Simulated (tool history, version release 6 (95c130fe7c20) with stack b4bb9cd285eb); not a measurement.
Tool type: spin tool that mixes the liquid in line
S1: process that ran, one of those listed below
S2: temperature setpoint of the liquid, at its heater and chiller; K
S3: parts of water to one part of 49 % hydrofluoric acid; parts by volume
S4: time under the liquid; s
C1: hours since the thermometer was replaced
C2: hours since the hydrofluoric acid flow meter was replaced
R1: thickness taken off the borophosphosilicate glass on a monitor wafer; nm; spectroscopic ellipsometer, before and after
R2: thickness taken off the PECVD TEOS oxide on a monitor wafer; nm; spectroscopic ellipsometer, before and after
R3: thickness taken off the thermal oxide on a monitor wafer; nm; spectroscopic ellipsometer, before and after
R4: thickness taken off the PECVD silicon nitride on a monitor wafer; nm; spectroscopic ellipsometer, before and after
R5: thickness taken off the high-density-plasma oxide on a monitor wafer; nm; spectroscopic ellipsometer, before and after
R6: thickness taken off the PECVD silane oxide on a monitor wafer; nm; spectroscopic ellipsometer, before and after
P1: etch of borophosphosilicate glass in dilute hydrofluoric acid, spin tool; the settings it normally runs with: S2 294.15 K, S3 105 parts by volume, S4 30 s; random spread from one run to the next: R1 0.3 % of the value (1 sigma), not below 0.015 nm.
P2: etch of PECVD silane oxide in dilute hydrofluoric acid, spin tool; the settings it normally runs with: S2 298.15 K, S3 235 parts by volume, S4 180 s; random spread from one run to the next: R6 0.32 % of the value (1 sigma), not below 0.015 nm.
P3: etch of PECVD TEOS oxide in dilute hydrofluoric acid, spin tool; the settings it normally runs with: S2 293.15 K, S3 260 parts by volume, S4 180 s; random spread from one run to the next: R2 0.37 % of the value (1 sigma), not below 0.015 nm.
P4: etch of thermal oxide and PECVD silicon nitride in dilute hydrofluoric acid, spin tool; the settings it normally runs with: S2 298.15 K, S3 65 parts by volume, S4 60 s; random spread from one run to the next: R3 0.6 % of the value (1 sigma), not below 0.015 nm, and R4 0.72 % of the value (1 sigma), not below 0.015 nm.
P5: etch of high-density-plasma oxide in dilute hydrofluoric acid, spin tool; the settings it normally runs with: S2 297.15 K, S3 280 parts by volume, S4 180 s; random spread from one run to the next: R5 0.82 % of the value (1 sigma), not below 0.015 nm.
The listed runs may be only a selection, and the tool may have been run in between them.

run,hour,S1,S2,S3,S4,C1,C2,R1,R2,R3,R4,R5,R6
1,6.3,P1,294.15,105,30,790.1,1041.0,13.3140,,,,,
2,11.6,P1,302.65,105,30,795.4,1046.3,18.6910,,,,,
3,15.6,P1,294.15,180,30,799.4,1050.3,7.1560,,,,,
4,20.2,P1,300.15,140,30,804.0,1054.9,12.0710,,,,,
5,24.7,P3,298.15,260,180,808.5,1059.4,,8.3245,,,,
6,32.1,P4,298.15,100,60,815.9,1066.8,,,2.7249,2.57670,,
7,36.5,P5,297.15,280,180,820.3,1071.2,,,,,2.73250,
8,40.9,P1,294.15,105,55,824.7,1075.6,24.3140,,,,,
9,47.0,P1,294.15,105,15,830.8,1081.7,6.6716,,,,,
10,51.9,P5,291.15,280,180,835.7,1086.6,,,,,2.19350,
11,59.1,P4,298.15,65,15,842.9,1093.8,,,1.1103,0.98431,,
12,62.6,P1,290.15,105,30,846.4,1097.3,11.2710,,,,,
13,69.5,P1,294.15,105,30,853.3,1104.2,13.2890,,,,,
14,75.7,P2,298.15,235,180,859.5,1110.4,,,,,,10.298
15,79.7,P3,293.15,130,180,863.5,1114.4,,15.8050,,,,
16,84.0,P5,297.15,280,35,867.8,1118.7,,,,,0.53863,
17,90.2,P1,294.15,105,30,874.0,1124.9,13.2850,,,,,
18,94.6,P5,297.15,100,180,878.4,1129.3,,,,,9.30650,
19,101.8,P1,294.15,60,30,885.6,1136.5,24.5620,,,,,
20,105.0,P2,298.15,55,180,888.8,1139.7,,,,,,54.786
21,111.1,P1,294.15,105,30,894.9,1145.8,13.2600,,,,,
22,115.3,P5,297.15,280,180,899.1,1150.0,,,,,2.76690,
23,121.8,P3,293.15,260,180,905.6,1156.5,,6.9376,,,,
24,128.6,P2,298.15,235,360,912.4,1163.3,,,,,,20.555
25,133.3,P1,294.15,105,30,917.1,1168.0,13.3050,,,,,
26,137.9,P2,305.15,235,180,921.7,1172.6,,,,,,13.095
27,144.8,P4,291.15,65,60,928.6,1179.5,,,3.3005,2.41690,,
28,149.3,P4,298.15,65,60,933.1,1184.0,,,4.3871,3.94030,,
29,156.9,P1,294.15,105,30,940.7,1191.6,13.3530,,,,,
30,162.2,P2,298.15,235,180,946.0,1196.9,,,,,,10.246
31,166.2,P1,298.65,105,15,950.0,1200.9,7.9802,,,,,
32,172.9,P3,293.15,260,75,956.7,1207.6,,2.8769,,,,
33,177.2,P1,294.15,105,30,961.0,1211.9,13.2800,,,,,
34,182.3,P1,294.15,105,30,966.1,1217.0,12.8700,,,,,
35,187.4,P1,294.15,105,30,971.2,1222.1,12.7020,,,,,
36,192.0,P1,294.15,105,30,975.8,1226.7,12.6250,,,,,
37,195.3,P1,294.15,105,30,979.1,1230.0,12.4940,,,,,
38,201.2,P1,294.15,105,30,985.0,1235.9,12.4150,,,,,
39,208.6,P1,294.15,105,30,992.4,1243.3,12.3490,,,,,
40,212.2,P1,294.15,105,30,996.0,1246.9,12.3300,,,,,

The output of P1 has drifted from where it used to be. Each of the 2 causes below, taken at the size shown beside it, accounts for the log equally well:
A: liquid colder than its thermometer reads (K) = 1.77
B: hydrofluoric acid flow below the setpoint (%) = 6.22
Onset of the creep was near hour 177.2.

4 check runs are offered, each on 2 wafers whose results are averaged, their results left as question marks. Which one tells the causes apart?
check 1,215.8,P2,298.15,60,260,,,,,,,,?
check 2,215.8,P3,293.15,165,180,,,,?,,,,
check 3,215.8,P5,297.15,175,180,,,,,,,?,
check 4,215.8,P4,294.15,95,60,,,,,?,?,,

Predicted outcomes, by check and by cause:
check,result,if A,if B
check 1,R6,66.678,66.855
check 2,R2,11.1860,11.1320
check 3,R5,4.54890,4.50420
check 4,R3,2.2973,2.3006
check 4,R4,1.83160,1.94060
Distance between the nearest two causes, measured in the result of the check that separates them most: check 1 0.27 %; check 2 0.49 %; check 3 0.99 %; check 4 5.78 %
The other checks would show nearly matching results whichever cause is true, so check 4 is the only one that separates the causes.

After running check 4, the following was obtained: R3 2.3136 nm; R4 1.93310 nm. Which cause does this point to?

B is the cause: hydrofluoric acid flow below the setpoint (%).
